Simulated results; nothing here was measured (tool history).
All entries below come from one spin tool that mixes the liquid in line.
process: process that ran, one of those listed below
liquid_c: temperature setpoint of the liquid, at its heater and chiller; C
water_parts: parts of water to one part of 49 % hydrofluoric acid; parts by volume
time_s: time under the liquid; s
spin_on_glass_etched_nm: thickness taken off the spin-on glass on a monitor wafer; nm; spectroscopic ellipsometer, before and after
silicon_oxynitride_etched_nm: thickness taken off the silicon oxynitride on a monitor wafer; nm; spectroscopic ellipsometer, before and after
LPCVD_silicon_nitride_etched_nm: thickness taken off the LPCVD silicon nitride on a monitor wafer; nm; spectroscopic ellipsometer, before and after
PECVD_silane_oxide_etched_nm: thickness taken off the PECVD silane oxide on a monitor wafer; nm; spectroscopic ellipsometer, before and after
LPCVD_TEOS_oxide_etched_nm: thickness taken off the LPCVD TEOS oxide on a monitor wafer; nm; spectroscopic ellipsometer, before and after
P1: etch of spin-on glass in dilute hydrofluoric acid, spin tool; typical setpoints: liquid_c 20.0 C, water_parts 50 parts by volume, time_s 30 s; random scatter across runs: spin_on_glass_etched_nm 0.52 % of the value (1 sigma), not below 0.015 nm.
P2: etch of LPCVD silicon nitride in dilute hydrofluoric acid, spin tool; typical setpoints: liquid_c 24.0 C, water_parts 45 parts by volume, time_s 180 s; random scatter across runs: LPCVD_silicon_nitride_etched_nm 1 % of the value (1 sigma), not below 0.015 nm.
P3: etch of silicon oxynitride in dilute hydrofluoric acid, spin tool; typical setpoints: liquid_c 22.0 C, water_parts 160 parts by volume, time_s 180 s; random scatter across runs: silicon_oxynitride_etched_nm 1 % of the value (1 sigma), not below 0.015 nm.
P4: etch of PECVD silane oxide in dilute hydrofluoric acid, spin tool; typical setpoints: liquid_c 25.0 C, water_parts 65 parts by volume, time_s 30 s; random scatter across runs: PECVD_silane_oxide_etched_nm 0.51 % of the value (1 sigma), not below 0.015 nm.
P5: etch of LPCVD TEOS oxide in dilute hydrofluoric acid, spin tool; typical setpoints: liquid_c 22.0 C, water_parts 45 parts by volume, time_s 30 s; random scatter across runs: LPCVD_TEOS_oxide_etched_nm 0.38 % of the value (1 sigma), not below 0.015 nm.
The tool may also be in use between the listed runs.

| run | hour | process | liquid_c | water_parts | time_s | hours since the thermometer was replaced | hours since the hydrofluoric acid flow meter was replaced | spin_on_glass_etched_nm | silicon_oxynitride_etched_nm | LPCVD_silicon_nitride_etched_nm | PECVD_silane_oxide_etched_nm | LPCVD_TEOS_oxide_etched_nm |
|---|---|---|---|---|---|---|---|---|---|---|---|---|
| 1 | 8.7 | P1 | 20.0 | 50 | 30 | 1048.5 | 724.3 | 20.593 |  |  |  |  |
| 2 | 18.8 | P1 | 20.0 | 75 | 30 | 1058.6 | 734.4 | 13.226 |  |  |  |  |
| 3 | 27.2 | P3 | 22.0 | 160 | 180 | 1067.0 | 742.8 |  | 2.24610 |  |  |  |
| 4 | 33.9 | P2 | 24.0 | 45 | 180 | 1073.7 | 749.5 |  |  | 1.9899 |  |  |
| 5 | 44.1 | P1 | 20.0 | 50 | 30 | 1083.9 | 759.7 | 20.488 |  |  |  |  |
| 6 | 51.9 | P2 | 19.5 | 45 | 180 | 1091.7 | 767.5 |  |  | 1.4905 |  |  |
| 7 | 62.8 | P4 | 32.0 | 65 | 30 | 1102.6 | 778.4 |  |  |  | 33.451 |  |
| 8 | 71.1 | P5 | 22.0 | 75 | 30 | 1110.9 | 786.7 |  |  |  |  | 21.426 |
| 9 | 77.2 | P2 | 24.0 | 20 | 180 | 1117.0 | 792.8 |  |  | 4.3267 |  |  |
| 10 | 82.6 | P1 | 17.0 | 50 | 30 | 1122.4 | 798.2 | 18.077 |  |  |  |  |
| 11 | 88.0 | P1 | 20.0 | 50 | 15 | 1127.8 | 803.6 | 10.336 |  |  |  |  |
| 12 | 94.5 | P1 | 20.0 | 50 | 50 | 1134.3 | 810.1 | 34.289 |  |  |  |  |
| 13 | 102.5 | P3 | 30.0 | 160 | 180 | 1142.3 | 818.1 |  | 3.26110 |  |  |  |
| 14 | 109.8 | P1 | 20.0 | 50 | 30 | 1149.6 | 825.4 | 20.733 |  |  |  |  |
| 15 | 119.3 | P3 | 22.0 | 80 | 180 | 1159.1 | 834.9 |  | 4.87490 |  |  |  |
| 16 | 124.8 | P1 | 20.0 | 50 | 30 | 1164.6 | 840.4 | 20.461 |  |  |  |  |
| 17 | 132.8 | P1 | 20.0 | 50 | 30 | 1172.6 | 848.4 | 20.583 |  |  |  |  |
| 18 | 141.8 | P1 | 20.0 | 20 | 30 | 1181.6 | 857.4 | 53.412 |  |  |  |  |
| 19 | 149.8 | P4 | 25.0 | 65 | 15 | 1189.6 | 865.4 |  |  |  | 12.703 |  |
| 20 | 158.1 | P1 | 28.0 | 50 | 30 | 1197.9 | 873.7 | 28.731 |  |  |  |  |
| 21 | 167.4 | P5 | 22.0 | 45 | 30 | 1207.2 | 883.0 |  |  |  |  | 36.863 |
| 22 | 178.6 | P4 | 25.0 | 65 | 30 | 1218.4 | 894.2 |  |  |  | 25.491 |  |
|  | 187.9 | thermometer replaced |
| 23 | 188.0 | P3 | 22.0 | 160 | 75 | 0.1 | 903.6 |  | 0.94488 |  |  |  |
| 24 | 199.5 | P5 | 17.0 | 45 | 30 | 11.6 | 915.1 |  |  |  |  | 29.943 |
| 25 | 208.0 | P1 | 20.0 | 20 | 45 | 20.1 | 923.6 | 80.011 |  |  |  |  |
| 26 | 218.1 | P1 | 27.0 | 25 | 30 | 30.2 | 933.7 | 56.637 |  |  |  |  |
| 27 | 227.4 | P1 | 25.5 | 50 | 50 | 39.5 | 943.0 | 43.108 |  |  |  |  |
| 28 | 235.3 | P2 | 24.0 | 45 | 285 | 47.4 | 950.9 |  |  | 3.2179 |  |  |
| 29 | 244.9 | P4 | 25.0 | 105 | 30 | 57.0 | 960.5 |  |  |  | 14.878 |  |
| 30 | 256.8 | P2 | 24.0 | 45 | 180 | 68.9 | 972.4 |  |  | 2.0017 |  |  |
| 31 | 267.2 | P5 | 22.0 | 45 | 60 | 79.3 | 982.8 |  |  |  |  | 74.023 |
| 32 | 277.3 | P1 | 20.0 | 50 | 30 | 89.4 | 992.9 | 20.779 |  |  |  |  |
| 33 | 285.4 | P1 | 20.0 | 50 | 30 | 97.5 | 1001.0 | 19.743 |  |  |  |  |
| 34 | 291.6 | P1 | 20.0 | 50 | 30 | 103.7 | 1007.2 | 19.324 |  |  |  |  |
| 35 | 298.8 | P1 | 20.0 | 50 | 30 | 110.9 | 1014.4 | 19.079 |  |  |  |  |
| 36 | 306.0 | P1 | 20.0 | 50 | 30 | 118.1 | 1021.6 | 18.839 |  |  |  |  |
| 37 | 315.4 | P1 | 20.0 | 50 | 30 | 127.5 | 1031.0 | 18.817 |  |  |  |  |
| 38 | 322.3 | P1 | 20.0 | 50 | 30 | 134.4 | 1037.9 | 18.797 |  |  |  |  |
| 39 | 328.6 | P1 | 20.0 | 50 | 30 | 140.7 | 1044.2 | 18.820 |  |  |  |  |

P1 no longer gives what it gave before; its output has crept away from where it was. The following 2 causes, each at its listed size, fit the log equally well:
A: liquid colder than its thermometer reads (K) = 2.26
B: hydrofluoric acid flow below the setpoint (%) = 8.68
At approximately hour 277.3, the process output began to creep.

Consider the 4 check runs below, whose results appear as question marks and each of which averages 3 wafers. Which one distinguishes the causes, in that each cause would give it a clearly different result?
| check 1 | 334.9 | P5 | 22.0 | 45 | 30 |  |  |  |  |  |  | ? |
| check 2 | 334.9 | P4 | 25.0 | 65 | 30 |  |  |  |  |  | ? |  |
| check 3 | 334.9 | P3 | 22.0 | 160 | 180 |  |  |  | ? |  |  |  |
| check 4 | 334.9 | P2 | 24.0 | 45 | 180 |  |  |  |  | ? |  |  |

What each check would give under each cause:
| check | result | if A | if B |
|---|---|---|---|
| check 1 | LPCVD_TEOS_oxide_etched_nm | 33.550 | 33.530 |
| check 2 | PECVD_silane_oxide_etched_nm | 23.151 | 22.990 |
| check 3 | silicon_oxynitride_etched_nm | 2.06540 | 2.07440 |
| check 4 | LPCVD_silicon_nitride_etched_nm | 1.7150 | 1.8306 |
Smallest distance between any two causes, each pair judged by its most separating result, in per cent: check 1 0.06 %; check 2 0.7 %; check 3 0.44 %; check 4 6.52 %
The other checks would show nearly matching results whichever cause is true, so check 4 is the only one that separates the causes.

Check 4 has now been run. It gave: LPCVD_silicon_nitride_etched_nm 1.8227 nm. Which of the candidate causes is it?

It is B: hydrofluoric acid flow below the setpoint (%).

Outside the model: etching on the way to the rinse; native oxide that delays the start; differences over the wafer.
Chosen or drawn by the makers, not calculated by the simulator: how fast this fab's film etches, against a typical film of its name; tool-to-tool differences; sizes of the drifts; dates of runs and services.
